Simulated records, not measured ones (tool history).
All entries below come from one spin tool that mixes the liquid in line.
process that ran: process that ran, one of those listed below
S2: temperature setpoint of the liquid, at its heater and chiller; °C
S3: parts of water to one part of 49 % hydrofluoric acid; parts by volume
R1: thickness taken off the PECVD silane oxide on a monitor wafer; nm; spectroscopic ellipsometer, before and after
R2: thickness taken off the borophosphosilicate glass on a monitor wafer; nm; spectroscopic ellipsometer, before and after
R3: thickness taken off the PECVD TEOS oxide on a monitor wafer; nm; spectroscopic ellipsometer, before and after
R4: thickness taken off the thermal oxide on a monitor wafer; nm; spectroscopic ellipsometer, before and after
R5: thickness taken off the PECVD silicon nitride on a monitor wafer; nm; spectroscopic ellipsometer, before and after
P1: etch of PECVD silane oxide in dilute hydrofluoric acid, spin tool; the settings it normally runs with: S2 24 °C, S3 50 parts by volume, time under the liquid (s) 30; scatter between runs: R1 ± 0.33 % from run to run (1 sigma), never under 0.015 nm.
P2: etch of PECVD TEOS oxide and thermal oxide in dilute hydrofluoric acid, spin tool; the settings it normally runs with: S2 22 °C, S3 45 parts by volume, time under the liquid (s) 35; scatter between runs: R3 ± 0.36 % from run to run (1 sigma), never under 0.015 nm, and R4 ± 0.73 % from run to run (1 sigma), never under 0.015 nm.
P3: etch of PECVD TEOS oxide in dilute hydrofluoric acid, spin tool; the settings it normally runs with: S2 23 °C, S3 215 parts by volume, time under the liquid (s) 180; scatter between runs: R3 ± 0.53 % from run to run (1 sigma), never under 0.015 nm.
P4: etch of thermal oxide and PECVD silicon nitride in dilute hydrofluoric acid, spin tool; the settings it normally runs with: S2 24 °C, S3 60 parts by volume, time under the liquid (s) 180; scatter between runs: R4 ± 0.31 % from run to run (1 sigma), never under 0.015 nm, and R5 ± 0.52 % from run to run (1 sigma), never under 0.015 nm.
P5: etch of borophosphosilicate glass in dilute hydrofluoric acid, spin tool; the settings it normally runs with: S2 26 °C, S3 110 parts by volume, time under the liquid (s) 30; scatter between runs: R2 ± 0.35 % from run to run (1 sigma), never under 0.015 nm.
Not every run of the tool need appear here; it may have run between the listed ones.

run 1 hour=17.8 | process_that_ran=P1 S2=24 S3=50 time_under_the_liquid_(s)=30 | R1=32.642
run 2 hour=36.5 | process_that_ran=P5 S2=26 S3=110 time_under_the_liquid_(s)=30 | R2=24.798
run 3 hour=49.5 | process_that_ran=P5 S2=26 S3=20 time_under_the_liquid_(s)=30 | R2=153.710
run 4 hour=68.8 | process_that_ran=P2 S2=22 S3=45 time_under_the_liquid_(s)=35 | R3=9.5188 R4=3.4318
run 5 hour=80.8 | process_that_ran=P1 S2=24 S3=25 time_under_the_liquid_(s)=15 | R1=33.499
run 6 hour=100.1 | process_that_ran=P1 S2=17 S3=50 time_under_the_liquid_(s)=30 | R1=24.042
run 7 hour=113.0 | process_that_ran=P3 S2=23 S3=215 time_under_the_liquid_(s)=180 | R3=13.4900
run 8 hour=122.0 | process_that_ran=P1 S2=30 S3=50 time_under_the_liquid_(s)=30 | R1=41.400
run 9 hour=140.1 | process_that_ran=P2 S2=28 S3=45 time_under_the_liquid_(s)=35 | R3=12.0760 R4=4.3182
run 10 hour=155.5 | process_that_ran=P1 S2=24 S3=50 time_under_the_liquid_(s)=30 | R1=32.479
run 11 hour=166.9 | process_that_ran=P3 S2=23 S3=215 time_under_the_liquid_(s)=180 | R3=13.4560
run 12 hour=179.8 | process_that_ran=P1 S2=24 S3=50 time_under_the_liquid_(s)=30 | R1=32.562
run 13 hour=188.8 | process_that_ran=P4 S2=24 S3=60 time_under_the_liquid_(s)=180 | R4=14.0620 R5=10.5730
run 14 hour=201.1 | process_that_ran=P3 S2=23 S3=35 time_under_the_liquid_(s)=180 | R3=101.2400
run 15 hour=219.0 | process_that_ran=P4 S2=24 S3=110 time_under_the_liquid_(s)=180 | R4=7.2324 R5=5.8019
run 16 hour=234.2 | process_that_ran=P1 S2=24 S3=50 time_under_the_liquid_(s)=60 | R1=65.050
run 17 hour=252.4 | process_that_ran=P2 S2=22 S3=60 time_under_the_liquid_(s)=35 | R3=6.9982 R4=2.5110
run 18 hour=265.6 | process_that_ran=P4 S2=24 S3=60 time_under_the_liquid_(s)=180 | R4=14.1570 R5=10.6330
run 19 hour=282.0 | process_that_ran=P5 S2=20 S3=110 time_under_the_liquid_(s)=30 | R2=19.564
run 20 hour=294.9 | process_that_ran=P2 S2=22 S3=45 time_under_the_liquid_(s)=20 | R3=5.4411 R4=1.9376
run 21 hour=309.9 | process_that_ran=P1 S2=24 S3=50 time_under_the_liquid_(s)=30 | R1=32.527
run 22 hour=324.6 | process_that_ran=P1 S2=24 S3=50 time_under_the_liquid_(s)=30 | R1=32.482
run 23 hour=338.2 | process_that_ran=P1 S2=24 S3=50 time_under_the_liquid_(s)=15 | R1=16.178
run 24 hour=354.2 | process_that_ran=P3 S2=18 S3=215 time_under_the_liquid_(s)=180 | R3=11.1400
run 25 hour=369.1 | process_that_ran=P1 S2=24 S3=30 time_under_the_liquid_(s)=30 | R1=55.687
run 26 hour=378.9 | process_that_ran=P3 S2=23 S3=215 time_under_the_liquid_(s)=15 | R3=1.1525
run 27 hour=391.2 | process_that_ran=P4 S2=32 S3=60 time_under_the_liquid_(s)=180 | R4=19.3190 R5=17.7350
run 28 hour=401.9 | process_that_ran=P1 S2=24 S3=50 time_under_the_liquid_(s)=30 | R1=32.395
run 29 hour=417.4 | process_that_ran=P1 S2=24 S3=85 time_under_the_liquid_(s)=30 | R1=18.124
run 30 hour=428.7 | process_that_ran=P2 S2=22 S3=45 time_under_the_liquid_(s)=35 | R3=9.4972 R4=3.4279
run 31 hour=446.3 | process_that_ran=P4 S2=24 S3=60 time_under_the_liquid_(s)=35 | R4=2.7558 R5=2.0677
run 32 hour=456.0 | process_that_ran=P5 S2=26 S3=110 time_under_the_liquid_(s)=60 | R2=49.893
run 33 hour=472.1 | process_that_ran=P1 S2=24 S3=50 time_under_the_liquid_(s)=30 | R1=32.300
run 34 hour=488.0 | process_that_ran=P1 S2=24 S3=50 time_under_the_liquid_(s)=30 | R1=31.480
run 35 hour=500.2 | process_that_ran=P1 S2=24 S3=50 time_under_the_liquid_(s)=30 | R1=30.969
run 36 hour=512.1 | process_that_ran=P1 S2=24 S3=50 time_under_the_liquid_(s)=30 | R1=30.721
run 37 hour=529.4 | process_that_ran=P1 S2=24 S3=50 time_under_the_liquid_(s)=30 | R1=30.405
run 38 hour=543.4 | process_that_ran=P1 S2=24 S3=50 time_under_the_liquid_(s)=30 | R1=30.419
run 39 hour=554.8 | process_that_ran=P1 S2=24 S3=50 time_under_the_liquid_(s)=30 | R1=30.278
run 40 hour=565.1 | process_that_ran=P1 S2=24 S3=50 time_under_the_liquid_(s)=30 | R1=30.322
run 41 hour=575.5 | process_that_ran=P1 S2=24 S3=50 time_under_the_liquid_(s)=30 | R1=30.312
run 42 hour=588.3 | process_that_ran=P1 S2=24 S3=50 time_under_the_liquid_(s)=30 | R1=30.148

Compared with where it was, what P1 gives has crept away. Each cause listed below fits the log as well as the rest, at the size given for it:
A: hydrofluoric acid flow below the setpoint (%) = 6.27
B: liquid colder than its thermometer reads (K) = 1.67
The gradual shift began around hour 472.1.

Of the 4 check runs listed below, each run on one wafer and each result written as a question mark, which would let you distinguish the listed causes because they would give clearly different results?
run check 1 hour=601.1 | process_that_ran=P3 S2=23 S3=65 time_under_the_liquid_(s)=30 | R3=?
run check 2 hour=601.1 | process_that_ran=P5 S2=23 S3=25 time_under_the_liquid_(s)=30 | R2=?
run check 3 hour=601.1 | process_that_ran=P4 S2=24 S3=60 time_under_the_liquid_(s)=75 | R4=? R5=?
run check 4 hour=601.1 | process_that_ran=P2 S2=26 S3=45 time_under_the_liquid_(s)=35 | R3=? R4=?

If the cause were each of the candidates in turn, the checks would give the following:
check=check_1 result=R3 if_A=8.2203 if_B=8.2311
check=check_2 result=R2 if_A=100.850 if_B=100.420
check=check_3 result=R4 if_A=5.4754 if_B=5.4824
check=check_3 result=R5 if_A=4.1189 if_B=3.9209
check=check_4 result=R3 if_A=10.4220 if_B=10.4280
check=check_4 result=R4 if_A=3.7386 if_B=3.7407
Per-check spread between the two closest causes, in the result where they differ most: check 1 0.13 %; check 2 0.43 %; check 3 4.93 %; check 4 0.06 %
Check 3 distinguishes between the causes, while the remaining checks would return nearly the same result for all of them.

After running check 3, the following was obtained: R4 5.5266 nm; R5 3.9316 nm. Which cause does this point to?

The correct cause is B, namely: liquid colder than its thermometer reads (K).
